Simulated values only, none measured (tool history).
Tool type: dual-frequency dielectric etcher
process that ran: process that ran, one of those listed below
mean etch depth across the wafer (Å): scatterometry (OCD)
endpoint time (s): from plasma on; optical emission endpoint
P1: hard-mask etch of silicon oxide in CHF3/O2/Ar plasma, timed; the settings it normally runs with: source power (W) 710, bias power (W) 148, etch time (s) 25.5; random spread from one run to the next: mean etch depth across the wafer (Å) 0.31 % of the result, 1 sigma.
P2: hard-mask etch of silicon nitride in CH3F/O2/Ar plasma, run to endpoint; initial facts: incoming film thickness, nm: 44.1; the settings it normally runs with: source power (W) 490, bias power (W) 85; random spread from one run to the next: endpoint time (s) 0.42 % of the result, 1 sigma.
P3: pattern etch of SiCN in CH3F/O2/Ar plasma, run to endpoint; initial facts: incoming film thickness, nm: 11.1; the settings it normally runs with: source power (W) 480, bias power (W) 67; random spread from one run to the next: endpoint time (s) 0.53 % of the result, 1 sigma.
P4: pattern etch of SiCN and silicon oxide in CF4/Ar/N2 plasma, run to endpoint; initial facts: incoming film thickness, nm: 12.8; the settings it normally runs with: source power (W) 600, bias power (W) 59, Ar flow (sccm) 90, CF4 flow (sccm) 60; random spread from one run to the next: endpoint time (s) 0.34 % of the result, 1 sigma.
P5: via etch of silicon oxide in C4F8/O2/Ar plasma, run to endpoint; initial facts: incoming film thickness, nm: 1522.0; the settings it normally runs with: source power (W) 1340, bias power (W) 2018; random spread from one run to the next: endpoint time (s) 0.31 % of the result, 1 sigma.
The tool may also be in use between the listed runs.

run   hour  process that ran  source power (W)  bias power (W)  etch time (s)  Ar flow (sccm)  CF4 flow (sccm)  hours since the last wet clean  hours since the last source power generator calibration  hours since the last bias power generator calibration  mean etch depth across the wafer (Å)  endpoint time (s)
  1   10.2                P1               710             148           25.5                                                            224.2                                                    810.6                                                 1984.4                                505.43
  2   20.4                P2               490             107                                                                           234.4                                                    820.8                                                 1994.6                                                   51.286
  3   34.4                P1               550             148           25.5                                                            248.4                                                    834.8                                                 2008.6                                459.49
  4   44.1                P4               600              59                             54               60                           258.1                                                    844.5                                                 2018.3                                                   11.603
  5   54.3                P1               710             148           25.5                                                            268.3                                                    854.7                                                 2028.5                                504.95
  6   68.4                P1               710             176           25.5                                                            282.4                                                    868.8                                                 2042.6                                533.76
      81.1  -- bias power generator calibrated
  7   84.6                P4               450              59                             90               60                           298.6                                                      885                                                    3.6                                                   16.212
  8   92.1                P1               510             148           35.5                                                            306.1                                                    892.5                                                   11.1                                615.53
  9  102.2                P1               990             148           25.5                                                            316.2                                                    902.6                                                   21.2                                576.99
 10  110.9                P1               710             148             35                                                            324.9                                                    911.3                                                   29.9                                695.32
 11  119.1                P1               710             148             14                                                            333.1                                                    919.5                                                   38.1                                278.64
 12  134.2                P3               480              94                                                                           348.2                                                    934.6                                                   53.2                                                   25.755
 13  144.8                P3               620              67                                                                           358.8                                                    945.2                                                   63.8                                                   26.012
 14  154.2                P1               710             121           15.5                                                            368.2                                                    954.6                                                   73.2                                289.98
 15  169.1                P1               710             148           25.5                                                            383.1                                                    969.5                                                   88.1                                505.65
 16  182.5                P2               490              85                                                                           396.5                                                    982.9                                                  101.5                                                   56.338
 17  195.9                P1               970              89           25.5                                                            409.9                                                    996.3                                                  114.9                                495.94
 18  209.8                P5              1340            2018                                                                           423.8                                                   1010.2                                                  128.8                                                   336.54
 19  217.8                P1               710             148           25.5                                                            431.8                                                   1018.2                                                  136.8                                506.46
 20  225.1                P1               710             111           25.5                                                            439.1                                                   1025.5                                                  144.1                                462.15
 21  235.4                P5              1340            2018                                                                           449.4                                                   1035.8                                                  154.4                                                   338.34
 22  248.3                P4               600              59                             90               85                           462.3                                                   1048.7                                                  167.3                                                   11.897
 23  257.5                P4               600              59                             90               60                           471.5                                                   1057.9                                                  176.5                                                   12.556
 24  270.4                P4               600              40                             90               60                           484.4                                                   1070.8                                                  189.4                                                   14.099
 25  280.3                P5               910            2018                                                                           494.3                                                   1080.7                                                  199.3                                                   393.48
 26  289.4                P3               480              67                                                                           503.4                                                   1089.8                                                  208.4                                                   28.772
 27  298.7                P3               480              67                                                                           512.7                                                   1099.1                                                  217.7                                                   28.789
 28  313.6                P2               590              85                                                                           527.6                                                     1114                                                  232.6                                                   51.895
 29  322.6                P5              1340            1287                                                                           536.6                                                     1123                                                  241.6                                                   384.24
 30    337                P1               710             148           25.5                                                              551                                                   1137.4                                                    256                                504.01
 31  344.8                P1               710             148           25.5                                                            558.8                                                   1145.2                                                  263.8                                504.57
 32  357.6                P1               710             148           25.5                                                            571.6                                                     1158                                                  276.6                                500.99
 33    367                P1               710             148           25.5                                                              581                                                   1167.4                                                    286                                497.16
 34  379.5                P1               710             148           25.5                                                            593.5                                                   1179.9                                                  298.5                                499.96
     380.1  -- wet clean of the chamber
 35  394.7                P1               710             148           25.5                                                             14.6                                                   1195.1                                                  313.7                                500.59
 36  411.7                P1               710             148           25.5                                                             31.6                                                   1212.1                                                  330.7                                496.19
 37  420.6                P1               710             148           25.5                                                             40.5                                                     1221                                                  339.6                                497.08
 38  428.8                P1               710             148           25.5                                                             48.7                                                   1229.2                                                  347.8                                493.83
 39  442.6                P1               710             148           25.5                                                             62.5                                                     1243                                                  361.6                                498.44
 40    453                P1               710             148           25.5                                                             72.9                                                   1253.4                                                    372                                496.65

P1 has crept away from where it was. The log is fitted equally well by each of these 2 causes, at the sizes shown:
A: source power that arrives under what is set, % = 3.94
B: bias power that arrives under what is set, % = 4.81
The creep began at about hour 337.
Each remaining cause and why it is not a fit:
chamber walls in a state that lowers the etch rate, %: serviced at hour 380.1, after the change had begun; the process did not return to its earlier output

Consider the 4 check runs below, whose results appear as question marks and each of which averages 2 wafers. Which one distinguishes the causes, in that each cause would give it a clearly different result?
check 1  463.4                P5              1340            2018                                                                                                                                                                                                                                                        ?
check 2  463.4                P3               480              67                                                                                                                                                                                                                                                        ?
check 3  463.4                P4               600              59                             90               60                                                                                                                                                                                                        ?
check 4  463.4                P2               490              85                                                                                                                                                                                                                                                        ?

How each check would come out, cause by cause:
  check             result    if A    if B
check 1  endpoint time (s)  342.43  341.94
check 2  endpoint time (s)  29.271  29.316
check 3  endpoint time (s)  13.034  12.774
check 4  endpoint time (s)  56.904  57.019
Distance between the nearest two causes, measured in the result of the check that separates them most: check 1 0.14 %; check 2 0.16 %; check 3 2.02 %; check 4 0.2 %
Check 3 is the one run that separates the causes; every other check would come out nearly the same whichever cause is at work.

Check 3 was carried out, with these results: endpoint time (s) 13.025. Which of the listed causes is responsible?

The cause is A: source power that arrives under what is set, %.

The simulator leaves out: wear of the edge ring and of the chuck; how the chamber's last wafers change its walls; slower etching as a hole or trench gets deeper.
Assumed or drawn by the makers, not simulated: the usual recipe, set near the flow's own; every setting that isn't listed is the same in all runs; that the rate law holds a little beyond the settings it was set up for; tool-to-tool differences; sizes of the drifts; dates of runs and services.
